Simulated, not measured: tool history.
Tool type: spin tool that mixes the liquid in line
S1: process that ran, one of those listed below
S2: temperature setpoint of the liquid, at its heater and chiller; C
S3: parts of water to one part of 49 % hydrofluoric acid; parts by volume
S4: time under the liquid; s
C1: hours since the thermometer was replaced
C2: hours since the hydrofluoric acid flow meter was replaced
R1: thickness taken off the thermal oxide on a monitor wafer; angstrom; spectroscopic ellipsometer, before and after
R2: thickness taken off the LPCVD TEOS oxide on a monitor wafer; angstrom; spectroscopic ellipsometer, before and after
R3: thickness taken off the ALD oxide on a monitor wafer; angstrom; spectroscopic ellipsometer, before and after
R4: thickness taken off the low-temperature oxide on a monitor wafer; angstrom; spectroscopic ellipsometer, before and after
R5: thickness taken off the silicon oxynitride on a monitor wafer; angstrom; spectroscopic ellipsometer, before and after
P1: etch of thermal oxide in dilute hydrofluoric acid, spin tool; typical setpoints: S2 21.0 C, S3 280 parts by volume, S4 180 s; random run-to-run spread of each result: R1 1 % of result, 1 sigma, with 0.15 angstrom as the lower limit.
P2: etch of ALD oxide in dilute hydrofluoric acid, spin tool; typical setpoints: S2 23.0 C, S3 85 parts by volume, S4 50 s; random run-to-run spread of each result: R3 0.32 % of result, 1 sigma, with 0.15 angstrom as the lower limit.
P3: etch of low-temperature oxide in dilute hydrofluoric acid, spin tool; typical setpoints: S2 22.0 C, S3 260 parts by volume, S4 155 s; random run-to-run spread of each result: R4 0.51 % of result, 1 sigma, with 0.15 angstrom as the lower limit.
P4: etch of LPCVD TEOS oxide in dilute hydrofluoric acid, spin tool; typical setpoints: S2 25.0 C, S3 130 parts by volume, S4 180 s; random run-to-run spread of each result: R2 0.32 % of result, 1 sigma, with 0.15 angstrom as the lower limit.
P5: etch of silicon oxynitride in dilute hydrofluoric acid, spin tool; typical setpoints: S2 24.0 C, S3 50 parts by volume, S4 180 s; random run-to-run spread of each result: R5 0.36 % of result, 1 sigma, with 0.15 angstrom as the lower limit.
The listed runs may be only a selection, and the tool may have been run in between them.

{"run": 1, "hour": 13.3, "S1": "P1", "S2": 21.0, "S3": 280, "S4": 180, "C1": 2008.9, "C2": 223.7, "R1": 23.481}
{"run": 2, "hour": 20.0, "S1": "P4", "S2": 25.0, "S3": 230, "S4": 180, "C1": 2015.6, "C2": 230.4, "R2": 117.86}
{"run": 3, "hour": 30.5, "S1": "P2", "S2": 23.0, "S3": 85, "S4": 15, "C1": 2026.1, "C2": 240.9, "R3": 24.411}
{"run": 4, "hour": 37.4, "S1": "P2", "S2": 18.0, "S3": 85, "S4": 50, "C1": 2033.0, "C2": 247.8, "R3": 66.68}
{"run": 5, "hour": 48.8, "S1": "P1", "S2": 21.0, "S3": 505, "S4": 180, "C1": 2044.4, "C2": 259.2, "R1": 10.576}
{"run": 6, "hour": 59.9, "S1": "P3", "S2": 22.0, "S3": 260, "S4": 30, "C1": 2055.5, "C2": 270.3, "R4": 16.124}
{"run": 7, "hour": 74.2, "S1": "P2", "S2": 23.0, "S3": 85, "S4": 50, "C1": 2069.8, "C2": 284.6, "R3": 81.44}
{"run": 8, "hour": 80.9, "S1": "P1", "S2": 21.0, "S3": 100, "S4": 180, "C1": 2076.5, "C2": 291.3, "R1": 77.817}
{"run": 9, "hour": 91.7, "S1": "P1", "S2": 21.0, "S3": 280, "S4": 180, "C1": 2087.3, "C2": 302.1, "R1": 23.549}
{"run": 10, "hour": 105.5, "S1": "P1", "S2": 17.0, "S3": 60, "S4": 180, "C1": 2101.1, "C2": 315.9, "R1": 118.25}
{"run": 11, "hour": 116.6, "S1": "P2", "S2": 23.0, "S3": 145, "S4": 50, "C1": 2112.2, "C2": 327.0, "R3": 44.821}
{"run": 12, "hour": 124.0, "S1": "P4", "S2": 25.0, "S3": 130, "S4": 180, "C1": 2119.6, "C2": 334.4, "R2": 234.1}
{"run": 13, "hour": 132.5, "S1": "P3", "S2": 17.0, "S3": 260, "S4": 155, "C1": 2128.1, "C2": 342.9, "R4": 69.938}
{"run": 14, "hour": 146.2, "S1": "P5", "S2": 24.0, "S3": 50, "S4": 95, "C1": 2141.8, "C2": 356.6, "R5": 60.518}
{"run": 15, "hour": 157.2, "S1": "P5", "S2": 24.0, "S3": 50, "S4": 180, "C1": 2152.8, "C2": 367.6, "R5": 115.37}
{"run": 16, "hour": 169.7, "S1": "P1", "S2": 21.0, "S3": 280, "S4": 20, "C1": 2165.3, "C2": 380.1, "R1": 2.415}
{"run": 17, "hour": 183.4, "S1": "P4", "S2": 25.0, "S3": 130, "S4": 15, "C1": 2179.0, "C2": 393.8, "R2": 19.609}
{"run": 18, "hour": 195.0, "S1": "P1", "S2": 27.5, "S3": 280, "S4": 180, "C1": 2190.6, "C2": 405.4, "R1": 29.293}
{"run": 19, "hour": 205.4, "S1": "P1", "S2": 17.0, "S3": 465, "S4": 180, "C1": 2201.0, "C2": 415.8, "R1": 10.382}
{"run": 20, "hour": 218.4, "S1": "P3", "S2": 22.0, "S3": 260, "S4": 155, "C1": 2214.0, "C2": 428.8, "R4": 84.147}

Expected results for the next run?
{"run": 21, "hour": 229.4, "S1": "P3", "S2": 22.0, "S3": 260, "S4": 155, "C1": 2225.0, "C2": 439.8, "R4": "?"}

Run 21 gave R4 84.115 angstrom.
